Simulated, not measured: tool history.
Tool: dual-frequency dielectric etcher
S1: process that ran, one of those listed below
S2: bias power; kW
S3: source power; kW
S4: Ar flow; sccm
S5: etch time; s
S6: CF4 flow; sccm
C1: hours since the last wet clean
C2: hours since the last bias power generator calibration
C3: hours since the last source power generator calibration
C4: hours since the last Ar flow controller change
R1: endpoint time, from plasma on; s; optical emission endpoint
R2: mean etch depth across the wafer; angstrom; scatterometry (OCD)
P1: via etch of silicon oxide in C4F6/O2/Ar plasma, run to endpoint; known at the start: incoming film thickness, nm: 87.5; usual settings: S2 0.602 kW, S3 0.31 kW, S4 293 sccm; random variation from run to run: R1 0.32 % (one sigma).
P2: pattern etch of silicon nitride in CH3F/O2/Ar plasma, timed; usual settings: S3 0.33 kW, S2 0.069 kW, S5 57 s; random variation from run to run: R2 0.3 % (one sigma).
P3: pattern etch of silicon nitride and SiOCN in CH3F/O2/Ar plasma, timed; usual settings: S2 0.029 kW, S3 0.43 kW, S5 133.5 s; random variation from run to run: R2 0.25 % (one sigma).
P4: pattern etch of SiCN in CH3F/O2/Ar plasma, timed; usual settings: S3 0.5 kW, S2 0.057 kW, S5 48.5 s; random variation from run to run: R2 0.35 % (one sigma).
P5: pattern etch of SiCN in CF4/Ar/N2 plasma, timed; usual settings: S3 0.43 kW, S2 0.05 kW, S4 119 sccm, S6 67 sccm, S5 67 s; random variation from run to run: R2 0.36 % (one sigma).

run   hour  S1     S2    S3   S4     S5  S6     C1     C2      C3      C4      R1      R2
  1    3.4  P1  0.602  0.31  293             199.3  849.8  1603.2  1866.3   20.19
  2    8.2  P2  0.044  0.33          57      204.1  854.6    1608  1871.1          319.24
  3   11.2  P1  0.446  0.31  293             207.1  857.6    1611  1874.1   22.61
      15.9  -- bias power generator calibrated
  4   15.9  P3  0.029  0.43       133.5      211.8      0  1615.7  1878.8          204.04
  5   20.4  P5   0.05  0.43  142     67  67  216.3    4.5  1620.2  1883.3          453.26
  6   24.4  P1  0.602  0.38  293             220.3    8.5  1624.2  1887.3  18.761
  7   28.5  P3  0.029  0.43       133.5      224.4   12.6  1628.3  1891.4          203.41
  8   33.7  P5   0.05  0.43  119     67  49  229.6   17.8  1633.5  1896.6          440.18
  9   37.9  P2  0.069  0.45          57      233.8     22  1637.7  1900.8          416.59
 10   42.6  P3  0.037  0.43       133.5      238.5   26.7  1642.4  1905.5          227.12
 11   48.2  P1  0.602  0.31  195             244.1   32.3    1648  1911.1  19.353
 12   53.1  P5   0.05  0.43  119     67  67    249   37.2  1652.9    1916          465.46
 13   58.5  P2  0.069  0.33          57      254.4   42.6  1658.3  1921.4          369.46
      60.2  -- source power generator calibrated
 14   61.3  P1  0.396   0.2  293             257.2   45.4     1.2  1924.2  27.876
 15   66.3  P4  0.057   0.5        48.5      262.2   50.4     6.2  1929.2          183.85
 16     69  P1  0.602  0.31  410             264.9   53.1     8.9  1931.9  20.871
      69.4  -- Ar flow controller replaced
 17     72  P2  0.069  0.33          57      267.9   56.1    11.9     2.6          370.59
 18   76.4  P1  0.602  0.21  293             272.3   60.5    16.3       7  23.211
 19   81.5  P4  0.045   0.5        48.5      277.4   65.6    21.4    12.1          170.45
 20   84.7  P1  0.602  0.31  293             280.6   68.8    24.6    15.3  20.202
 21   88.1  P5  0.065  0.43  119     67  67    284   72.2      28    18.7          509.97
 22   92.9  P5   0.05  0.53  119     67  67  288.8     77    32.8    23.5          560.05
 23   95.4  P4  0.057   0.5        34.5      291.3   79.5    35.3      26          130.31
 24   98.9  P4  0.057  0.69        48.5      294.8     83    38.8    29.5          208.19
 25  103.1  P1  0.602  0.31  293               299   87.2      43    33.7  20.272
     103.7  -- wet clean of the chamber
 26  106.1  P3  0.029  0.25       133.5        2.4   90.2      46    36.7          168.77
 27  110.1  P1  0.749  0.31  293               6.4   94.2      50    40.7  18.478
 28  112.5  P5   0.05  0.43  119     40  67    8.8   96.6    52.4    43.1          278.49
 29    118  P3  0.029  0.43          84       14.3  102.1    57.9    48.6           127.6
 30  120.5  P2  0.069  0.33        36.5       16.8  104.6    60.4    51.1           237.1
 31  125.3  P1  0.602  0.31  293              21.6  109.4    65.2    55.9  20.217
 32  128.5  P1  0.602  0.31  293              24.8  112.6    68.4    59.1  20.314
 33  131.5  P1  0.602  0.31  293              27.8  115.6    71.4    62.1  20.087
 34  135.8  P1  0.602  0.31  293              32.1  119.9    75.7    66.4  20.061
 35  141.2  P1  0.602  0.31  293              37.5  125.3    81.1    71.8  19.936
     144.7  -- wet clean of the chamber
 36  145.6  P1  0.602  0.31  293                 1  129.7    85.5    76.2  19.939
 37  149.3  P1  0.602  0.31  293               4.7  133.4    89.2    79.9   19.98
     151.9  -- Ar flow controller replaced
 38  154.4  P1  0.602  0.31  293               9.8  138.5    94.3     2.6  19.936
 39  159.8  P1  0.602  0.31  293              15.2  143.9    99.7       8   19.94
 40  163.4  P1  0.602  0.31  293              18.8  147.5   103.3    11.6  19.899

What P1 gives has crept away from where it was. These 2 causes fit the log equally well, each at the size given:
A: source power that arrives over what is set, % = 4.43
B: bias power that arrives over what is set, % = 4.14
The creep began at about hour 128.5.
Why every other cause is out:
chamber walls in a state that raises the etch rate, %: serviced at hour 144.7, which brought nothing back
Ar flow that arrives under what is set, %: serviced at hour 151.9, which brought nothing back

4 check runs are offered, each on 2 wafers whose results are averaged, their results left as question marks. Which one tells the causes apart?
check 1   167  P2  0.069  0.33          57                           ?
check 2   167  P4  0.057   0.5        48.5                           ?
check 3   167  P5   0.05  0.43  119     67  67                       ?
check 4   167  P3  0.029  0.43       133.5                           ?

What each check would give under each cause:
  check  result    if A    if B
check 1      R2  376.71  375.81
check 2      R2  186.63  186.01
check 3      R2  483.44  471.64
check 4      R2  205.67  206.53
How far apart the two closest causes lie, in the result that separates them most: check 1 0.24 %; check 2 0.33 %; check 3 2.47 %; check 4 0.42 %
Check 3 tells the causes apart: in the others they would give nearly the same result.

Check 3 was then run and gave: R2 470.43 angstrom. Which cause is it?

It is B: bias power that arrives over what is set, %.

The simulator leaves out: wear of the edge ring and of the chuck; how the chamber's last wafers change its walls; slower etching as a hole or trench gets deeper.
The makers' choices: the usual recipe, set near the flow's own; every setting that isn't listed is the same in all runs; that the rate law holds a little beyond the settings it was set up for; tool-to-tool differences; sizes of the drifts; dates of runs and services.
